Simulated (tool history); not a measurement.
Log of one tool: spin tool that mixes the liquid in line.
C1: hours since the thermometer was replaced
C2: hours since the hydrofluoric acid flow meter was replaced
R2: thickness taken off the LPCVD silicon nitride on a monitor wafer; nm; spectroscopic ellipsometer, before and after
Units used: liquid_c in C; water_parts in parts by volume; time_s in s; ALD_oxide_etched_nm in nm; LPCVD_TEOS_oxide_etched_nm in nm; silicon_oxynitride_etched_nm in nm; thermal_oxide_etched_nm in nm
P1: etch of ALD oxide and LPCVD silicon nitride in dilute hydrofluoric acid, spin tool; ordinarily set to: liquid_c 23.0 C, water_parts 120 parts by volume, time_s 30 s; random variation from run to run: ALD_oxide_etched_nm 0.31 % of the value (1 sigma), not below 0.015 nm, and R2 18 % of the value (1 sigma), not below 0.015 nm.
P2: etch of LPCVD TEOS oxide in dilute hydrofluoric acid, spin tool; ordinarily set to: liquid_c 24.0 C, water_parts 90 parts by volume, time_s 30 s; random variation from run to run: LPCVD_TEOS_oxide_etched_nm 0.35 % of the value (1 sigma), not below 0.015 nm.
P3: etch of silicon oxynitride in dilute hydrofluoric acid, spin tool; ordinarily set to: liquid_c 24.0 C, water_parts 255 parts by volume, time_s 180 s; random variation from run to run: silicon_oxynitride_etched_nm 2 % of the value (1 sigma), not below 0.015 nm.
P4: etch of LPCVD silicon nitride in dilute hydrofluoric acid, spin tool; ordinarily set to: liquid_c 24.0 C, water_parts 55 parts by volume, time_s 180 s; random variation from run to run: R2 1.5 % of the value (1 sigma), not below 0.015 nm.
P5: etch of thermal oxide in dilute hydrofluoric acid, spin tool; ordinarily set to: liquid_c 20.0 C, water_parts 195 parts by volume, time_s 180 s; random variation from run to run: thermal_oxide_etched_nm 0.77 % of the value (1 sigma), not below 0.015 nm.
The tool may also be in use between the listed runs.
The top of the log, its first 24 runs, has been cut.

run 25 hour=112.4 | process=P1 liquid_c=23.0 water_parts=120 time_s=15 | C1=1031.8 C2=35.9 | ALD_oxide_etched_nm=3.7301 R2=0.052293
run 26 hour=117.1 | process=P1 liquid_c=23.0 water_parts=120 time_s=30 | C1=1036.5 C2=40.6 | ALD_oxide_etched_nm=7.4708 R2=0.179530
run 27 hour=122.8 | process=P5 liquid_c=20.0 water_parts=195 time_s=180 | C1=1042.2 C2=46.3 | thermal_oxide_etched_nm=3.39910
run 28 hour=127.2 | process=P2 liquid_c=24.0 water_parts=90 time_s=30 | C1=1046.6 C2=50.7 | LPCVD_TEOS_oxide_etched_nm=9.4785
run 29 hour=133.4 | process=P3 liquid_c=24.0 water_parts=50 time_s=180 | C1=1052.8 C2=56.9 | silicon_oxynitride_etched_nm=7.91750
run 30 hour=136.1 | process=P2 liquid_c=31.5 water_parts=90 time_s=30 | C1=1055.5 C2=59.6 | LPCVD_TEOS_oxide_etched_nm=12.7270
run 31 hour=140.7 | process=P5 liquid_c=20.0 water_parts=100 time_s=180 | C1=1060.1 C2=64.2 | thermal_oxide_etched_nm=7.16180
run 32 hour=146.0 | process=P4 liquid_c=24.0 water_parts=55 time_s=180 | C1=1065.4 C2=69.5 | R2=1.653600
run 33 hour=149.1 | process=P1 liquid_c=23.0 water_parts=120 time_s=30 | C1=1068.5 C2=72.6 | ALD_oxide_etched_nm=7.4704 R2=0.049223
run 34 hour=154.0 | process=P3 liquid_c=24.0 water_parts=255 time_s=180 | C1=1073.4 C2=77.5 | silicon_oxynitride_etched_nm=1.28230

Run 35 comes next. What will it give?
run 35 hour=159.6 | process=P1 liquid_c=23.0 water_parts=120 time_s=30 | C1=1079.0 C2=83.1 | ALD_oxide_etched_nm=? R2=?

{"run 35": {"ALD_oxide_etched_nm": 7.4227, "R2": 0.10192}}
